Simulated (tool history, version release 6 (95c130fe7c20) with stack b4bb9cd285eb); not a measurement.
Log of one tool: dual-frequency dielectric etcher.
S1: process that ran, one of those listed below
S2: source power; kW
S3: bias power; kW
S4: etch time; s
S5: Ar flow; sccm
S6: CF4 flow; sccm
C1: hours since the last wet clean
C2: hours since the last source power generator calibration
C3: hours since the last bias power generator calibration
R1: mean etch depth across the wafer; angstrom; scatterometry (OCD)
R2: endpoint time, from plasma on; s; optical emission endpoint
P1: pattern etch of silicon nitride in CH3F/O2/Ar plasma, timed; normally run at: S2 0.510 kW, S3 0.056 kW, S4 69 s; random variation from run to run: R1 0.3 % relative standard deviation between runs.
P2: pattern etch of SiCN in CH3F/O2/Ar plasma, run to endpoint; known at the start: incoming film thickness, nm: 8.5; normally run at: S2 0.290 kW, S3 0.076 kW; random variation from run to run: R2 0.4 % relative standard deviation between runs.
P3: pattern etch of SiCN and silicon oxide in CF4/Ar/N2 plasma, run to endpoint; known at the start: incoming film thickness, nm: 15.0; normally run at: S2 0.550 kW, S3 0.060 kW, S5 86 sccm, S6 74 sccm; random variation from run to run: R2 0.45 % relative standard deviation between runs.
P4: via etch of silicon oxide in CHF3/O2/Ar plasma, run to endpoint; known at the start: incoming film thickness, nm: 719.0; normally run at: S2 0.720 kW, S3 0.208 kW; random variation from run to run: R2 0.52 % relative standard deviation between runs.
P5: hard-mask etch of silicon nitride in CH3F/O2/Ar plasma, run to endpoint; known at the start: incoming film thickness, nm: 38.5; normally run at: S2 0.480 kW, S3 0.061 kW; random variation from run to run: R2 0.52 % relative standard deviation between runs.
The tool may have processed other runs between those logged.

{"run": 1, "hour": 5.5, "S1": "P1", "S2": 0.51, "S3": 0.056, "S4": 69, "C1": 240.1, "C2": 1908.6, "C3": 828.0, "R1": 489.37}
{"run": 2, "hour": 14.1, "S1": "P1", "S2": 0.51, "S3": 0.056, "S4": 69, "C1": 248.7, "C2": 1917.2, "C3": 836.6, "R1": 487.97}
{"run": 3, "hour": 22.9, "S1": "P3", "S2": 0.55, "S3": 0.06, "S5": 106, "S6": 74, "C1": 257.5, "C2": 1926.0, "C3": 845.4, "R2": 16.203}
{"run": 4, "hour": 32.6, "S1": "P3", "S2": 0.55, "S3": 0.06, "S5": 86, "S6": 97, "C1": 267.2, "C2": 1935.7, "C3": 855.1, "R2": 15.09}
{"run": 5, "hour": 39.2, "S1": "P1", "S2": 0.51, "S3": 0.043, "S4": 69, "C1": 273.8, "C2": 1942.3, "C3": 861.7, "R1": 448.81}
{"run": 6, "hour": 44.4, "S1": "P1", "S2": 0.51, "S3": 0.056, "S4": 69, "C1": 279.0, "C2": 1947.5, "C3": 866.9, "R1": 486.91}
{"run": 7, "hour": 49.3, "S1": "P3", "S2": 0.55, "S3": 0.06, "S5": 86, "S6": 74, "C1": 283.9, "C2": 1952.4, "C3": 871.8, "R2": 15.674}
{"run": 8, "hour": 58.3, "S1": "P1", "S2": 0.51, "S3": 0.056, "S4": 69, "C1": 292.9, "C2": 1961.4, "C3": 880.8, "R1": 488.26}
{"run": 9, "hour": 63.1, "S1": "P2", "S2": 0.29, "S3": 0.047, "C1": 297.7, "C2": 1966.2, "C3": 885.6, "R2": 29.501}
{"run": 10, "hour": 70.4, "S1": "P5", "S2": 0.48, "S3": 0.061, "C1": 305.0, "C2": 1973.5, "C3": 892.9, "R2": 54.594}
{"run": 11, "hour": 78.0, "S1": "P5", "S2": 0.34, "S3": 0.061, "C1": 312.6, "C2": 1981.1, "C3": 900.5, "R2": 62.198}
{"hour": 84.7, "done": "bias power generator calibrated"}
{"run": 12, "hour": 85.7, "S1": "P5", "S2": 0.48, "S3": 0.061, "C1": 320.3, "C2": 1988.8, "C3": 1.1, "R2": 55.241}
{"run": 13, "hour": 91.3, "S1": "P1", "S2": 0.51, "S3": 0.056, "S4": 69, "C1": 325.9, "C2": 1994.4, "C3": 6.7, "R1": 486.74}
{"run": 14, "hour": 96.5, "S1": "P2", "S2": 0.29, "S3": 0.076, "C1": 331.1, "C2": 1999.6, "C3": 11.9, "R2": 25.052}
{"run": 15, "hour": 102.6, "S1": "P1", "S2": 0.66, "S3": 0.056, "S4": 69, "C1": 337.2, "C2": 2005.7, "C3": 18.0, "R1": 538.99}
{"run": 16, "hour": 110.4, "S1": "P1", "S2": 0.32, "S3": 0.056, "S4": 69, "C1": 345.0, "C2": 2013.5, "C3": 25.8, "R1": 407.84}
{"run": 17, "hour": 118.7, "S1": "P1", "S2": 0.51, "S3": 0.056, "S4": 97, "C1": 353.3, "C2": 2021.8, "C3": 34.1, "R1": 682.69}
{"run": 18, "hour": 128.2, "S1": "P2", "S2": 0.29, "S3": 0.076, "C1": 362.8, "C2": 2031.3, "C3": 43.6, "R2": 24.93}
{"run": 19, "hour": 134.1, "S1": "P4", "S2": 0.72, "S3": 0.208, "C1": 368.7, "C2": 2037.2, "C3": 49.5, "R2": 326.31}
{"run": 20, "hour": 143.0, "S1": "P4", "S2": 0.46, "S3": 0.208, "C1": 377.6, "C2": 2046.1, "C3": 58.4, "R2": 384.28}
{"run": 21, "hour": 148.2, "S1": "P1", "S2": 0.51, "S3": 0.056, "S4": 38, "C1": 382.8, "C2": 2051.3, "C3": 63.6, "R1": 269.61}
{"run": 22, "hour": 157.6, "S1": "P2", "S2": 0.37, "S3": 0.076, "C1": 392.2, "C2": 2060.7, "C3": 73.0, "R2": 22.916}
{"run": 23, "hour": 163.6, "S1": "P1", "S2": 0.51, "S3": 0.077, "S4": 69, "C1": 398.2, "C2": 2066.7, "C3": 79.0, "R1": 544.19}
{"hour": 166.9, "done": "source power generator calibrated"}
{"run": 24, "hour": 171.5, "S1": "P1", "S2": 0.51, "S3": 0.056, "S4": 69, "C1": 406.1, "C2": 4.6, "C3": 86.9, "R1": 490.41}
{"run": 25, "hour": 176.7, "S1": "P4", "S2": 0.72, "S3": 0.208, "C1": 411.3, "C2": 9.8, "C3": 92.1, "R2": 328.51}
{"run": 26, "hour": 185.0, "S1": "P5", "S2": 0.48, "S3": 0.085, "C1": 419.6, "C2": 18.1, "C3": 100.4, "R2": 48.869}
{"run": 27, "hour": 194.2, "S1": "P1", "S2": 0.51, "S3": 0.056, "S4": 69, "C1": 428.8, "C2": 27.3, "C3": 109.6, "R1": 486.95}
{"run": 28, "hour": 203.7, "S1": "P3", "S2": 0.55, "S3": 0.04, "S5": 86, "S6": 74, "C1": 438.3, "C2": 36.8, "C3": 119.1, "R2": 17.572}

For run 29, what comes out?
{"run": 29, "hour": 209.7, "S1": "P1", "S2": 0.6, "S3": 0.044, "S4": 69, "C1": 444.3, "C2": 42.8, "C3": 125.1, "R1": "?"}

R1: 484.14 angstrom
